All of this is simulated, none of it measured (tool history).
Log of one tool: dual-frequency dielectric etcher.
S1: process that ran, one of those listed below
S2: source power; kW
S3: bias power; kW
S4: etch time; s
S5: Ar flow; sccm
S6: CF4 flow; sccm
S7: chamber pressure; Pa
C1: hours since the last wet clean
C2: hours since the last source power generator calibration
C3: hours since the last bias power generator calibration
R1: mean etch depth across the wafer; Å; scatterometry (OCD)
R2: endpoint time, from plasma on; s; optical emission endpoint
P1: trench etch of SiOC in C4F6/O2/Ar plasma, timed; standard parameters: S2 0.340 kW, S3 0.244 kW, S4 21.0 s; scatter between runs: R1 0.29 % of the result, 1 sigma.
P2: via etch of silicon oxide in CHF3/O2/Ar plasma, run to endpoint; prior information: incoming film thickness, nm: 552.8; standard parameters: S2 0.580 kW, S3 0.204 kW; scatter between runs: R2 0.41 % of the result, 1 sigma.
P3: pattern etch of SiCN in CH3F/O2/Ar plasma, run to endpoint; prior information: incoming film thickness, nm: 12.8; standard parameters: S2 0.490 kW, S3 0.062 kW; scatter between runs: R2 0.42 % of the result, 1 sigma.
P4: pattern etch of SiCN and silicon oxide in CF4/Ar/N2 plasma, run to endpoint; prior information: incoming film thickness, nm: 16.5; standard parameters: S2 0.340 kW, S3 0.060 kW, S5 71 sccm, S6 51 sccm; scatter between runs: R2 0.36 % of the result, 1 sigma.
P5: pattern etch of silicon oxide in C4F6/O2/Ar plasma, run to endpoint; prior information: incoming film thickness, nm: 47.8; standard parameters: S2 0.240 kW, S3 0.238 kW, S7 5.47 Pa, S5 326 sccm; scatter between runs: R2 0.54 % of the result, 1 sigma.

run 1 hour=6.8 | S1=P1 S2=0.340 S3=0.244 S4=21.0 | C1=371.7 C2=1161.4 C3=573.2 | R1=461.87
run 2 hour=10.2 | S1=P4 S2=0.340 S3=0.060 S5=52 S6=51 | C1=375.1 C2=1164.8 C3=576.6 | R2=25.132
run 3 hour=14.6 | S1=P5 S2=0.240 S3=0.334 S5=326 S7=5.47 | C1=379.5 C2=1169.2 C3=581.0 | R2=15.342
run 4 hour=19.5 | S1=P5 S2=0.240 S3=0.238 S5=326 S7=3.93 | C1=384.4 C2=1174.1 C3=585.9 | R2=16.627
-- hour=23.6 wet clean of the chamber
run 5 hour=25.9 | S1=P2 S2=0.810 S3=0.204 | C1=2.3 C2=1180.5 C3=592.3 | R2=240.100
run 6 hour=29.1 | S1=P4 S2=0.340 S3=0.071 S5=71 S6=51 | C1=5.5 C2=1183.7 C3=595.5 | R2=24.872
run 7 hour=32.9 | S1=P2 S2=0.580 S3=0.126 | C1=9.3 C2=1187.5 C3=599.3 | R2=317.640
run 8 hour=37.0 | S1=P1 S2=0.250 S3=0.244 S4=21.0 | C1=13.4 C2=1191.6 C3=603.4 | R1=410.43
run 9 hour=43.9 | S1=P1 S2=0.410 S3=0.244 S4=21.0 | C1=20.3 C2=1198.5 C3=610.3 | R1=498.70
run 10 hour=49.9 | S1=P3 S2=0.490 S3=0.076 | C1=26.3 C2=1204.5 C3=616.3 | R2=32.328
run 11 hour=56.7 | S1=P4 S2=0.340 S3=0.060 S5=71 S6=51 | C1=33.1 C2=1211.3 C3=623.1 | R2=26.219
run 12 hour=63.7 | S1=P3 S2=0.490 S3=0.062 | C1=40.1 C2=1218.3 C3=630.1 | R2=34.154
run 13 hour=68.4 | S1=P1 S2=0.340 S3=0.149 S4=21.0 | C1=44.8 C2=1223.0 C3=634.8 | R1=393.69
run 14 hour=72.7 | S1=P1 S2=0.340 S3=0.244 S4=21.0 | C1=49.1 C2=1227.3 C3=639.1 | R1=463.40
run 15 hour=76.1 | S1=P4 S2=0.340 S3=0.060 S5=71 S6=71 | C1=52.5 C2=1230.7 C3=642.5 | R2=24.987
run 16 hour=79.9 | S1=P4 S2=0.340 S3=0.060 S5=71 S6=51 | C1=56.3 C2=1234.5 C3=646.3 | R2=26.180
run 17 hour=85.6 | S1=P3 S2=0.350 S3=0.062 | C1=62.0 C2=1240.2 C3=652.0 | R2=39.000
run 18 hour=89.8 | S1=P1 S2=0.340 S3=0.296 S4=21.0 | C1=66.2 C2=1244.4 C3=656.2 | R1=496.14
run 19 hour=94.4 | S1=P1 S2=0.340 S3=0.244 S4=21.0 | C1=70.8 C2=1249.0 C3=660.8 | R1=461.95
run 20 hour=98.3 | S1=P5 S2=0.310 S3=0.238 S5=326 S7=5.47 | C1=74.7 C2=1252.9 C3=664.7 | R2=15.822
run 21 hour=105.1 | S1=P5 S2=0.240 S3=0.238 S5=442 S7=5.47 | C1=81.5 C2=1259.7 C3=671.5 | R2=18.119

Run 22, settings as shown, results not yet in. Your forecast:
run 22 hour=109.5 | S1=P1 S2=0.340 S3=0.286 S4=26.5 | C1=85.9 C2=1264.1 C3=675.9 | R1=?

Run 22 yielded R1 619.83 Å.

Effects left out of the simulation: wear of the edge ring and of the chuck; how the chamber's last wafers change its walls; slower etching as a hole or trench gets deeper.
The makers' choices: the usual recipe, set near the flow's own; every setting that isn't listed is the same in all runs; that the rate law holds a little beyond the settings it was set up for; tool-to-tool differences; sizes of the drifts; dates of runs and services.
